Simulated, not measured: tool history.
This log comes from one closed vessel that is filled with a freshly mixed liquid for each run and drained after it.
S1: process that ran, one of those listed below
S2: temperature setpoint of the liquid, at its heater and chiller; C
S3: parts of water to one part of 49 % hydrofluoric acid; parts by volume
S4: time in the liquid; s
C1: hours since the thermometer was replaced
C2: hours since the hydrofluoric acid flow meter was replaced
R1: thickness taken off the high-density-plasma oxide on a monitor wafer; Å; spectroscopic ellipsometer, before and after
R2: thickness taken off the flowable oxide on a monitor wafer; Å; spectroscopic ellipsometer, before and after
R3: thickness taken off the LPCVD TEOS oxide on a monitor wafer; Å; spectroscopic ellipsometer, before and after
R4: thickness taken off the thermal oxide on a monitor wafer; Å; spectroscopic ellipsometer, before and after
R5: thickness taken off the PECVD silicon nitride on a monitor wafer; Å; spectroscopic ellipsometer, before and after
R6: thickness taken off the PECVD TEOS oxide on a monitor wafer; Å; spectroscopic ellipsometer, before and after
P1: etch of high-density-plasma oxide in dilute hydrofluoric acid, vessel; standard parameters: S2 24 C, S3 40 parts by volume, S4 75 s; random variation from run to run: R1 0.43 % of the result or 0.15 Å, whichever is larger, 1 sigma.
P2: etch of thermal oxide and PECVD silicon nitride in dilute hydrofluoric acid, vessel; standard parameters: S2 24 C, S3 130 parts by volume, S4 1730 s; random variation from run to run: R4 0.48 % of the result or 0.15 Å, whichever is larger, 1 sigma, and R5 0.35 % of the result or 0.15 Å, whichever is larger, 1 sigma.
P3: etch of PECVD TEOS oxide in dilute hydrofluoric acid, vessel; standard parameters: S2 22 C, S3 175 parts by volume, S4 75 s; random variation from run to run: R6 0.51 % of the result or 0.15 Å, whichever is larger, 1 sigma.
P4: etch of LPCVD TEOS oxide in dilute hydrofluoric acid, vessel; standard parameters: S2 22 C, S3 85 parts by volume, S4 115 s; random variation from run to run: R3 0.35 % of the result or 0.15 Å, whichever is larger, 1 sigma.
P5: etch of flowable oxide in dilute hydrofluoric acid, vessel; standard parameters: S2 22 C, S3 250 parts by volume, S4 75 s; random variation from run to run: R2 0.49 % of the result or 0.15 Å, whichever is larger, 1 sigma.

run,hour,S1,S2,S3,S4,C1,C2,R1,R2,R3,R4,R5,R6
1,4.5,P1,24,40,75,534.7,276,105.72,,,,,
2,13.3,P5,30,250,75,543.5,284.8,,118.75,,,,
3,19.8,P1,24,40,110,550,291.3,154.7,,,,,
4,28.4,P4,22,85,30,558.6,299.9,,,64.203,,,
5,36.8,P1,24,40,75,567,308.3,105.3,,,,,
6,43.1,P5,22,60,75,573.3,314.6,,453.44,,,,
7,47.9,P5,22,250,140,578.1,319.4,,164.17,,,,
8,53.4,P2,29,130,1730,583.6,324.9,,,,702.16,292.78,
9,57.9,P4,22,85,115,588.1,329.4,,,244.64,,,
10,64.8,P1,17.5,40,75,595,336.3,80.405,,,,,
11,72.4,P1,24,40,35,602.6,343.9,49.628,,,,,
12,79.7,P4,17,85,115,609.9,351.2,,,197.57,,,
13,83.8,P3,22,175,30,614,355.3,,,,,,18.994
14,91.9,P1,24,40,75,622.1,363.4,104.75,,,,,
15,99.2,P3,22,175,75,629.4,370.7,,,,,,47.837
16,106.3,P4,22,145,115,636.5,377.8,,,134.64,,,
17,111.5,P3,22,175,75,641.7,383,,,,,,47.482
18,118.2,P3,17,175,75,648.4,389.7,,,,,,39
19,123,P1,24,70,75,653.2,394.5,58.081,,,,,
20,127.5,P5,22,250,75,657.7,399,,88.975,,,,
21,134.7,P2,24,210,1730,664.9,406.2,,,,328.09,132.93,
22,139.3,P3,22,30,75,669.5,410.8,,,,,,327.09
23,143.8,P2,24,130,590,674,415.3,,,,199.17,72.526,
24,148.4,P1,29.5,40,75,678.6,419.9,132.65,,,,,
25,155.2,P1,20,55,75,685.4,426.7,63.696,,,,,
26,162.8,P2,24,130,1730,693,434.3,,,,573.08,211.8,
27,170.4,P1,24,40,75,700.6,441.9,105.33,,,,,
28,177.3,P1,24,25,75,707.5,448.8,171.22,,,,,
29,185.1,P1,24,40,75,715.3,456.6,105.36,,,,,
30,191.8,P1,24,40,75,722,463.3,101.81,,,,,
31,196.8,P1,24,40,75,727,468.3,100.99,,,,,
32,205.8,P1,24,40,75,736,477.3,100.05,,,,,
33,210,P1,24,40,75,740.2,481.5,99.404,,,,,
34,215.6,P1,24,40,75,745.8,487.1,98.303,,,,,
35,220.4,P1,24,40,75,750.6,491.9,99.053,,,,,
36,229.5,P1,24,40,75,759.7,501,99.361,,,,,

The output of P1 has drifted from where it used to be. Each of the 2 causes below, taken at the size shown beside it, accounts for the log equally well:
A: liquid colder than its thermometer reads (K) = 1.55
B: hydrofluoric acid flow below the setpoint (%) = 5.92
The onset of the drift is placed at about hour 185.1.

Consider the 4 single-wafer check runs listed below, results given as question marks: which one distinguishes between the causes by giving clearly different results for each?
check 1,238.6,P5,22,130,75,,,,?,,,,
check 2,238.6,P3,22,55,30,,,,,,,,?
check 3,238.6,P4,22,135,60,,,,,?,,,
check 4,238.6,P2,24,130,885,,,,,,?,?,

What each check would give under each cause:
check,result,if A,if B
check 1,R2,182.32,180.8
check 2,R6,65.094,65.07
check 3,R3,71.32,70.691
check 4,R4,279.15,276.37
check 4,R5,98.104,102.23
Per-check spread between the two closest causes, in the result where they differ most: check 1 0.84 %; check 2 0.04 %; check 3 0.89 %; check 4 4.12 %
Check 4 tells the causes apart: in the others they would give nearly the same result.

Check 4 has now been run. It gave: R4 278.75 Å; R5 97.77 Å. Which of the candidate causes is it?

It is A: liquid colder than its thermometer reads (K).

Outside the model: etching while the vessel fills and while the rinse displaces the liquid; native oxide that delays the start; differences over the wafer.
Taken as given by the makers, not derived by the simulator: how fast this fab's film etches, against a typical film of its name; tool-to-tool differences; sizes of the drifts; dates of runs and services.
